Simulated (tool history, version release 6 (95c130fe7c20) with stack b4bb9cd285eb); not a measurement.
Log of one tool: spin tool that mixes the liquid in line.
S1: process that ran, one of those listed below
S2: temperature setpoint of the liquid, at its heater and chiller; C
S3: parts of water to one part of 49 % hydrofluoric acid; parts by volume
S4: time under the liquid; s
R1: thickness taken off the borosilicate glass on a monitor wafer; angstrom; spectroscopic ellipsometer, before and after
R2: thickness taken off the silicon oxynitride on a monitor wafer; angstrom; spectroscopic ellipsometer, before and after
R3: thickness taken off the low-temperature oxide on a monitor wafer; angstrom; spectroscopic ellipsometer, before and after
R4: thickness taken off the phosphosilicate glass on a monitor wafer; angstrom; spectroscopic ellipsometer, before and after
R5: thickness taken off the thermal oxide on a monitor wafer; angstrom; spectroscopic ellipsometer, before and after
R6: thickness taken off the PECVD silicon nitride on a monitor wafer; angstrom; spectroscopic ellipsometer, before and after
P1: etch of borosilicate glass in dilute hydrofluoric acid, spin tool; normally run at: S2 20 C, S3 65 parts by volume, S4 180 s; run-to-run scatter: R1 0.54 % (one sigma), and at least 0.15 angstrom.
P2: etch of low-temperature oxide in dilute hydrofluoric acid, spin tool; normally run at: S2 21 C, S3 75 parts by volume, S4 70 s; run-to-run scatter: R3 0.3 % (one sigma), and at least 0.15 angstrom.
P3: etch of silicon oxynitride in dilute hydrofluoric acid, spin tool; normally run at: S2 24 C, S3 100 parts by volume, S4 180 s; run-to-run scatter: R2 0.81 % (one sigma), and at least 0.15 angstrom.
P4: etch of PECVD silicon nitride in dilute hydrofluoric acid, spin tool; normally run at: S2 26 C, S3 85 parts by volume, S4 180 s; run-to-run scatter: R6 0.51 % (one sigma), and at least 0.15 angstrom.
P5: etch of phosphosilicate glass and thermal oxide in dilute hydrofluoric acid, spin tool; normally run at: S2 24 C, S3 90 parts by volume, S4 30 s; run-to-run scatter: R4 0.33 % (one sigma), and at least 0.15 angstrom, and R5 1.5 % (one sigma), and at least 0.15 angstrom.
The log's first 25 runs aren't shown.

run,hour,S1,S2,S3,S4,R1,R2,R3,R4,R5,R6
26,170,P1,17,90,180,313.12,,,,,
27,179.5,P2,21,75,70,,,242.59,,,
28,184.8,P5,24,90,60,,,,1321.7,30.438,
29,189.1,P1,17,65,180,446.92,,,,,
30,197.2,P5,24,145,30,,,,385.22,8.9994,
31,203.9,P1,17,65,255,632.42,,,,,
32,208.9,P1,20,65,180,506.78,,,,,
33,217.4,P1,20,65,180,500.19,,,,,
34,225.8,P1,20,65,180,487.09,,,,,
35,234.5,P1,20,65,180,485.37,,,,,

Run 36 comes next. What will it give?
36,241.8,P1,20,65,180,?,,,,,

Run 36 gave R1 483.12 angstrom.

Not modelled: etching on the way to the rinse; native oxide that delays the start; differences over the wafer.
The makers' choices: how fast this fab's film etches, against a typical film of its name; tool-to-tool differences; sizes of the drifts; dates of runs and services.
